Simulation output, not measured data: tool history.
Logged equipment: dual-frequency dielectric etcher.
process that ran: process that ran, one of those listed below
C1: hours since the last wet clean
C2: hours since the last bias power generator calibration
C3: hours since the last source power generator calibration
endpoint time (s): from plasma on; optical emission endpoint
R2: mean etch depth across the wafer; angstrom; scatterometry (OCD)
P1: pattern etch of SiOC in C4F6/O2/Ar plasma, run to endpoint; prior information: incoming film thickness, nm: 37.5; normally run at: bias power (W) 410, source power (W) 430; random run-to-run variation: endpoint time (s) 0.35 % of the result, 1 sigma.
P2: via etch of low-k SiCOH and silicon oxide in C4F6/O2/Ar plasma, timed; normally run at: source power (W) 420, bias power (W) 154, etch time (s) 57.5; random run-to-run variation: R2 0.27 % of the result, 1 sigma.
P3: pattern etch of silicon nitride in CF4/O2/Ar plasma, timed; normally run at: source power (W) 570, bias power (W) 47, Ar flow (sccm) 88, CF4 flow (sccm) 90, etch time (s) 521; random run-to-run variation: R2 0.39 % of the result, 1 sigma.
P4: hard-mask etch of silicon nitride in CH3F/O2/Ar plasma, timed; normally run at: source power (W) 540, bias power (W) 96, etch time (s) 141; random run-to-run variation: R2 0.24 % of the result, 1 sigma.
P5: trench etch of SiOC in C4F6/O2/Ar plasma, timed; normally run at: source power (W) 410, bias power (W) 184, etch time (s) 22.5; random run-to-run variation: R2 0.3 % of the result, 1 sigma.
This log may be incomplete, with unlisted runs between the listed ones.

Run 1, hour 6.9: process that ran P1, bias power (W) 410, source power (W) 430; C1 259.1; C2 362.7; C3 1482.9. Result: endpoint time (s) 13.29.
Run 2, hour 13.3: process that ran P4, bias power (W) 96, source power (W) 540, etch time (s) 141; C1 265.5; C2 369.1; C3 1489.3. Result: R2 1177.1 angstrom.
Run 3, hour 20.5: process that ran P4, bias power (W) 96, source power (W) 660, etch time (s) 141; C1 272.7; C2 376.3; C3 1496.5. Result: R2 1275.5 angstrom.
Run 4, hour 30.7: process that ran P1, bias power (W) 410, source power (W) 260; C1 282.9; C2 386.5; C3 1506.7. Result: endpoint time (s) 16.118.
Run 5, hour 39.9: process that ran P4, bias power (W) 71, source power (W) 540, etch time (s) 141; C1 292.1; C2 395.7; C3 1515.9. Result: R2 1065.1 angstrom.
Run 6, hour 47: process that ran P3, bias power (W) 47, source power (W) 570, etch time (s) 302.5, Ar flow (sccm) 88, CF4 flow (sccm) 90; C1 299.2; C2 402.8; C3 1523. Result: R2 6264.8 angstrom.
Run 7, hour 51.8: process that ran P1, bias power (W) 410, source power (W) 430; C1 304; C2 407.6; C3 1527.8. Result: endpoint time (s) 13.273.
Run 8, hour 61.7: process that ran P5, bias power (W) 184, source power (W) 410, etch time (s) 15; C1 313.9; C2 417.5; C3 1537.7. Result: R2 314.76 angstrom.
Run 9, hour 70.3: process that ran P3, bias power (W) 47, source power (W) 570, etch time (s) 521, Ar flow (sccm) 88, CF4 flow (sccm) 117; C1 322.5; C2 426.1; C3 1546.3. Result: R2 11232 angstrom.
Run 10, hour 79.6: process that ran P2, bias power (W) 154, source power (W) 590, etch time (s) 57.5; C1 331.8; C2 435.4; C3 1555.6. Result: R2 1636.3 angstrom.
At hour 84.4: wet clean of the chamber.
Run 11, hour 85: process that ran P3, bias power (W) 47, source power (W) 460, etch time (s) 521, Ar flow (sccm) 88, CF4 flow (sccm) 90; C1 0.6; C2 440.8; C3 1561. Result: R2 9027 angstrom.
Run 12, hour 95.6: process that ran P3, bias power (W) 47, source power (W) 570, etch time (s) 521, Ar flow (sccm) 88, CF4 flow (sccm) 90; C1 11.2; C2 451.4; C3 1571.6. Result: R2 10903 angstrom.
Run 13, hour 104.4: process that ran P1, bias power (W) 410, source power (W) 600; C1 20; C2 460.2; C3 1580.4. Result: endpoint time (s) 11.704.
Run 14, hour 115.1: process that ran P1, bias power (W) 568, source power (W) 290; C1 30.7; C2 470.9; C3 1591.1. Result: endpoint time (s) 13.694.
Run 15, hour 121.7: process that ran P1, bias power (W) 410, source power (W) 430; C1 37.3; C2 477.5; C3 1597.7. Result: endpoint time (s) 13.391.
Run 16, hour 132.2: process that ran P2, bias power (W) 187, source power (W) 420, etch time (s) 57.5; C1 47.8; C2 488; C3 1608.2. Result: R2 1526.7 angstrom.
Run 17, hour 142.4: process that ran P1, bias power (W) 279, source power (W) 260; C1 58; C2 498.2; C3 1618.4. Result: endpoint time (s) 18.281.
At hour 144.4: bias power generator calibrated.
Run 18, hour 150.3: process that ran P1, bias power (W) 505, source power (W) 280; C1 65.9; C2 5.9; C3 1626.3. Result: endpoint time (s) 14.453.
Run 19, hour 155.5: process that ran P5, bias power (W) 184, source power (W) 410, etch time (s) 22.5; C1 71.1; C2 11.1; C3 1631.5. Result: R2 474.03 angstrom.
Run 20, hour 165: process that ran P5, bias power (W) 184, source power (W) 540, etch time (s) 22.5; C1 80.6; C2 20.6; C3 1641. Result: R2 526.7 angstrom.
Run 21, hour 171: process that ran P1, bias power (W) 312, source power (W) 430; C1 86.6; C2 26.6; C3 1647. Result: endpoint time (s) 14.663.
Run 22, hour 179.1: process that ran P3, bias power (W) 66, source power (W) 570, etch time (s) 521, Ar flow (sccm) 88, CF4 flow (sccm) 90; C1 94.7; C2 34.7; C3 1655.1. Result: R2 12356 angstrom.
Run 23, hour 186.1: process that ran P4, bias power (W) 96, source power (W) 540, etch time (s) 94; C1 101.7; C2 41.7; C3 1662.1. Result: R2 784.09 angstrom.
Run 24, hour 193.5: process that ran P1, bias power (W) 410, source power (W) 430; C1 109.1; C2 49.1; C3 1669.5. Result: endpoint time (s) 13.363.
Run 25, hour 202.9: process that ran P1, bias power (W) 500, source power (W) 430; C1 118.5; C2 58.5; C3 1678.9. Result: endpoint time (s) 12.38.
Run 26, hour 210.1: process that ran P2, bias power (W) 154, source power (W) 420, etch time (s) 57.5; C1 125.7; C2 65.7; C3 1686.1. Result: R2 1436.8 angstrom.
Run 27, hour 220.4: process that ran P2, bias power (W) 154, source power (W) 420, etch time (s) 72; C1 136; C2 76; C3 1696.4. Result: R2 1787.3 angstrom.
Run 28, hour 230.4: process that ran P3, bias power (W) 47, source power (W) 570, etch time (s) 521, Ar flow (sccm) 65, CF4 flow (sccm) 90; C1 146; C2 86; C3 1706.4. Result: R2 11270 angstrom.

The next listed run, before its measurement:
Run 29, hour 237.6: process that ran P5, bias power (W) 115, source power (W) 410, etch time (s) 22.5; C1 153.2; C2 93.2; C3 1713.6. Result: R2 ?.

{"run 29": {"R2": 410.93}}
